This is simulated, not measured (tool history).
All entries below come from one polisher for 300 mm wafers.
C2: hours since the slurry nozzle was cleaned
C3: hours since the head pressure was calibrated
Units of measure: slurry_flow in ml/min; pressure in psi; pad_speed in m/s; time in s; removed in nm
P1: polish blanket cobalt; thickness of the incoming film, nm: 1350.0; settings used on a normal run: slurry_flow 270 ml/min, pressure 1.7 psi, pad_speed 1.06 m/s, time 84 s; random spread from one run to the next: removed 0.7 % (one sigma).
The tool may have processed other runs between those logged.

Run 1, day 0.317: slurry_flow 270 ml/min, pressure 1.7 psi, pad_speed 1.06 m/s, time 84 s; wafers polished on this pad 503; C2 319.4; C3 418. Result: removed 377.33 nm.
Run 2, day 0.6: slurry_flow 160 ml/min, pressure 1.7 psi, pad_speed 1.06 m/s, time 84 s; wafers polished on this pad 543; C2 326.2; C3 424.8. Result: removed 348.18 nm.
Run 3, day 0.925: slurry_flow 270 ml/min, pressure 1.7 psi, pad_speed 1.06 m/s, time 125 s; wafers polished on this pad 589; C2 334; C3 432.6. Result: removed 554.92 nm.
Run 4, day 1.492: slurry_flow 270 ml/min, pressure 1.7 psi, pad_speed 1.66 m/s, time 84 s; wafers polished on this pad 669; C2 347.6; C3 446.2. Result: removed 577.57 nm.
At day 2: worn pad replaced by a new one.
Run 5, day 2.008: slurry_flow 270 ml/min, pressure 1.7 psi, pad_speed 1.06 m/s, time 84 s; wafers polished on this pad 1; C2 360; C3 458.6. Result: removed 375.98 nm.
Run 6, day 2.417: slurry_flow 270 ml/min, pressure 1.7 psi, pad_speed 1.06 m/s, time 84 s; wafers polished on this pad 58; C2 369.8; C3 468.4. Result: removed 372.08 nm.
Run 7, day 2.775: slurry_flow 270 ml/min, pressure 2.6 psi, pad_speed 1.06 m/s, time 84 s; wafers polished on this pad 109; C2 378.4; C3 477. Result: removed 577.83 nm.
Run 8, day 3.433: slurry_flow 270 ml/min, pressure 1.7 psi, pad_speed 0.48 m/s, time 84 s; wafers polished on this pad 201; C2 394.2; C3 492.8. Result: removed 170.53 nm.
Run 9, day 3.854: slurry_flow 270 ml/min, pressure 1.7 psi, pad_speed 1.06 m/s, time 84 s; wafers polished on this pad 261; C2 404.3; C3 502.9. Result: removed 377.17 nm.
Run 10, day 4.375: slurry_flow 270 ml/min, pressure 0.9 psi, pad_speed 1.06 m/s, time 84 s; wafers polished on this pad 334; C2 416.8; C3 515.4. Result: removed 197.72 nm.
Run 11, day 4.842: slurry_flow 270 ml/min, pressure 1.7 psi, pad_speed 1.06 m/s, time 47 s; wafers polished on this pad 400; C2 428; C3 526.6. Result: removed 206.96 nm.
Run 12, day 5.229: slurry_flow 270 ml/min, pressure 1.7 psi, pad_speed 1.06 m/s, time 84 s; wafers polished on this pad 454; C2 437.3; C3 535.9. Result: removed 369.27 nm.
Run 13, day 5.604: slurry_flow 355 ml/min, pressure 1.7 psi, pad_speed 0.6 m/s, time 84 s; wafers polished on this pad 507; C2 446.3; C3 544.9. Result: removed 216.92 nm.
Run 14, day 6.046: slurry_flow 345 ml/min, pressure 1.7 psi, pad_speed 1.06 m/s, time 84 s; wafers polished on this pad 569; C2 456.9; C3 555.5. Result: removed 381.06 nm.
Run 15, day 6.504: slurry_flow 270 ml/min, pressure 1.7 psi, pad_speed 1.06 m/s, time 84 s; wafers polished on this pad 634; C2 467.9; C3 566.5. Result: removed 372.39 nm.
Run 16, day 7.012: slurry_flow 270 ml/min, pressure 1.7 psi, pad_speed 1.06 m/s, time 84 s; wafers polished on this pad 705; C2 480.1; C3 578.7. Result: removed 374.14 nm.

What does the tool deliver on the next run?
Run 17, day 7.429: slurry_flow 270 ml/min, pressure 1.7 psi, pad_speed 1.06 m/s, time 84 s; wafers polished on this pad 764; C2 490.1; C3 588.7. Result: removed ?.

removed: 367.27 nm
